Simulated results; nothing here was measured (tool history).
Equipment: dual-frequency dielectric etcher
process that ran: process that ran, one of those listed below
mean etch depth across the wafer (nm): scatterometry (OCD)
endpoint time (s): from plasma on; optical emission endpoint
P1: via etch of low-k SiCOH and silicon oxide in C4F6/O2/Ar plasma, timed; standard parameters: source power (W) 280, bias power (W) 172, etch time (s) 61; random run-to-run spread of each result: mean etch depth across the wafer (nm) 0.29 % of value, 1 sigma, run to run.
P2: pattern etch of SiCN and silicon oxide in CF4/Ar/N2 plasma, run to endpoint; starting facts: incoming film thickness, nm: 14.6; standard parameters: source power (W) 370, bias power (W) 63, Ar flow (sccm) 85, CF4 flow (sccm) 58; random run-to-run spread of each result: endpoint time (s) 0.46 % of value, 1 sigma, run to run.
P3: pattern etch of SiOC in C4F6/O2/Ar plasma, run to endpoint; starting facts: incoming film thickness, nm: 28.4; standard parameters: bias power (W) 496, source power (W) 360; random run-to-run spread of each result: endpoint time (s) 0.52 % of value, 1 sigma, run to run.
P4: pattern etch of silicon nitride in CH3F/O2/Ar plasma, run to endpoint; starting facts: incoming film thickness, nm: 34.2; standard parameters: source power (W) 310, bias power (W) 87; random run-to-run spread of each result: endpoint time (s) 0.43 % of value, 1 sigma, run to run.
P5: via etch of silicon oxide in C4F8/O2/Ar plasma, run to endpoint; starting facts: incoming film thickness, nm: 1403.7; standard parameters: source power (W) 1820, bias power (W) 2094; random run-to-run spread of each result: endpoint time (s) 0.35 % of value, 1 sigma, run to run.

| run | hour | process that ran | source power (W) | bias power (W) | etch time (s) | Ar flow (sccm) | CF4 flow (sccm) | hours since the last wet clean | hours since the last source power generator calibration | hours since the last bias power generator calibration | mean etch depth across the wafer (nm) | endpoint time (s) |
|---|---|---|---|---|---|---|---|---|---|---|---|---|
| 1 | 5.4 | P1 | 280 | 172 | 61 |  |  | 199.5 | 1462.3 | 1236.2 | 141.86 |  |
| 2 | 9.4 | P2 | 370 | 63 |  | 85 | 81 | 203.5 | 1466.3 | 1240.2 |  | 20.011 |
| 3 | 13.2 | P2 | 370 | 63 |  | 85 | 58 | 207.3 | 1470.1 | 1244 |  | 20.984 |
| 4 | 17.7 | P1 | 280 | 172 | 61 |  |  | 211.8 | 1474.6 | 1248.5 | 141.28 |  |
| 5 | 22.2 | P1 | 280 | 123 | 61 |  |  | 216.3 | 1479.1 | 1253 | 127.64 |  |
| 6 | 25.8 | P1 | 280 | 138 | 40 |  |  | 219.9 | 1482.7 | 1256.6 | 86.756 |  |
| 7 | 30.2 | P3 | 360 | 328 |  |  |  | 224.3 | 1487.1 | 1261 |  | 11.278 |
| 8 | 34 | P1 | 360 | 172 | 61 |  |  | 228.1 | 1490.9 | 1264.8 | 156.57 |  |
| 9 | 39.3 | P4 | 440 | 87 |  |  |  | 233.4 | 1496.2 | 1270.1 |  | 43.752 |
| 10 | 44 | P1 | 280 | 172 | 61 |  |  | 238.1 | 1500.9 | 1274.8 | 141.94 |  |
| 11 | 47.4 | P5 | 2560 | 2094 |  |  |  | 241.5 | 1504.3 | 1278.2 |  | 245.06 |
| 12 | 51.7 | P1 | 230 | 172 | 33.5 |  |  | 245.8 | 1508.6 | 1282.5 | 71.953 |  |
| 13 | 55.5 | P2 | 370 | 51 |  | 85 | 58 | 249.6 | 1512.4 | 1286.3 |  | 22.285 |
| 14 | 59.1 | P3 | 360 | 496 |  |  |  | 253.2 | 1516 | 1289.9 |  | 9.7182 |
| 15 | 64.1 | P4 | 310 | 87 |  |  |  | 258.2 | 1521 | 1294.9 |  | 49.667 |
| 16 | 69.3 | P2 | 440 | 63 |  | 85 | 58 | 263.4 | 1526.2 | 1300.1 |  | 17.824 |
| 17 | 73.1 | P2 | 370 | 63 |  | 50 | 58 | 267.2 | 1530 | 1303.9 |  | 19.33 |
| 18 | 75.8 | P4 | 310 | 57 |  |  |  | 269.9 | 1532.7 | 1306.6 |  | 57.448 |
| 19 | 78.9 | P5 | 1820 | 2094 |  |  |  | 273 | 1535.8 | 1309.7 |  | 279.17 |
| 20 | 81.5 | P1 | 200 | 172 | 61 |  |  | 275.6 | 1538.4 | 1312.3 | 124.1 |  |
| 21 | 85.9 | P1 | 280 | 244 | 61 |  |  | 280 | 1542.8 | 1316.7 | 158.69 |  |
| 22 | 88.5 | P1 | 280 | 172 | 77 |  |  | 282.6 | 1545.4 | 1319.3 | 179.18 |  |
| 23 | 92.5 | P3 | 220 | 496 |  |  |  | 286.6 | 1549.4 | 1323.3 |  | 11.666 |
| 24 | 96.4 | P1 | 280 | 172 | 61 |  |  | 290.5 | 1553.3 | 1327.2 | 141.69 |  |
| 25 | 99.5 | P4 | 310 | 87 |  |  |  | 293.6 | 1556.4 | 1330.3 |  | 49.695 |
|  | 103.3 | wet clean of the chamber |
| 26 | 104.6 | P5 | 1820 | 2708 |  |  |  | 1.3 | 1561.5 | 1335.4 |  | 260.46 |
| 27 | 107.2 | P1 | 280 | 172 | 61 |  |  | 3.9 | 1564.1 | 1338 | 141.97 |  |
| 28 | 112.5 | P1 | 280 | 172 | 46.5 |  |  | 9.2 | 1569.4 | 1343.3 | 108.22 |  |
| 29 | 117.7 | P1 | 280 | 172 | 61 |  |  | 14.4 | 1574.6 | 1348.5 | 141.36 |  |
| 30 | 122.6 | P1 | 280 | 172 | 61 |  |  | 19.3 | 1579.5 | 1353.4 | 141.35 |  |
| 31 | 127.5 | P1 | 280 | 172 | 61 |  |  | 24.2 | 1584.4 | 1358.3 | 140.53 |  |
| 32 | 131.6 | P1 | 280 | 172 | 61 |  |  | 28.3 | 1588.5 | 1362.4 | 139.29 |  |
|  | 134.3 | wet clean of the chamber |
| 33 | 134.8 | P1 | 280 | 172 | 61 |  |  | 0.5 | 1591.7 | 1365.6 | 139.6 |  |
| 34 | 138.8 | P1 | 280 | 172 | 61 |  |  | 4.5 | 1595.7 | 1369.6 | 139.19 |  |
| 35 | 143.3 | P1 | 280 | 172 | 61 |  |  | 9 | 1600.2 | 1374.1 | 139.4 |  |
| 36 | 146.6 | P1 | 280 | 172 | 61 |  |  | 12.3 | 1603.5 | 1377.4 | 139.62 |  |
| 37 | 149.5 | P1 | 280 | 172 | 61 |  |  | 15.2 | 1606.4 | 1380.3 | 140.1 |  |
| 38 | 152 | P1 | 280 | 172 | 61 |  |  | 17.7 | 1608.9 | 1382.8 | 139.55 |  |
| 39 | 155.3 | P1 | 280 | 172 | 61 |  |  | 21 | 1612.2 | 1386.1 | 138.96 |  |

What P1 gives has crept off from where it sat before. The 2 causes that follow fit the log equally well, each at the size noted:
A: bias power that arrives under what is set, % = 4.47
B: source power that arrives under what is set, % = 3.71
The gradual shift began around hour 122.6.
Excluded causes, each with its reason:
chamber walls in a state that lowers the etch rate, %: serviced at hour 134.3, after the drift had started, without restoring the earlier output

Consider the 4 check runs below, whose results appear as question marks and each of which averages 3 wafers. Which one distinguishes the causes, in that each cause would give it a clearly different result?
| check 1 | 158.6 | P4 | 430 | 59 |  |  |  |  |  |  |  | ? |
| check 2 | 158.6 | P3 | 240 | 496 |  |  |  |  |  |  |  | ? |
| check 3 | 158.6 | P2 | 370 | 63 |  | 53 | 75 |  |  |  |  | ? |
| check 4 | 158.6 | P5 | 2540 | 2668 |  |  |  |  |  |  |  | ? |

Expected result of each check under each candidate cause:
| check | result | if A | if B |
|---|---|---|---|
| check 1 | endpoint time (s) | 50.998 | 50.987 |
| check 2 | endpoint time (s) | 11.483 | 11.442 |
| check 3 | endpoint time (s) | 19.152 | 19.54 |
| check 4 | endpoint time (s) | 232.22 | 232.53 |
Smallest distance between any two causes, each pair judged by its most separating result, in per cent: check 1 0.02 %; check 2 0.36 %; check 3 2.01 %; check 4 0.13 %
Check 3 distinguishes between the causes, while the remaining checks would return nearly the same result for all of them.

With check 3 done, the readings were: endpoint time (s) 19.195. Identify which of the listed causes applies.

It was cause A: bias power that arrives under what is set, %.
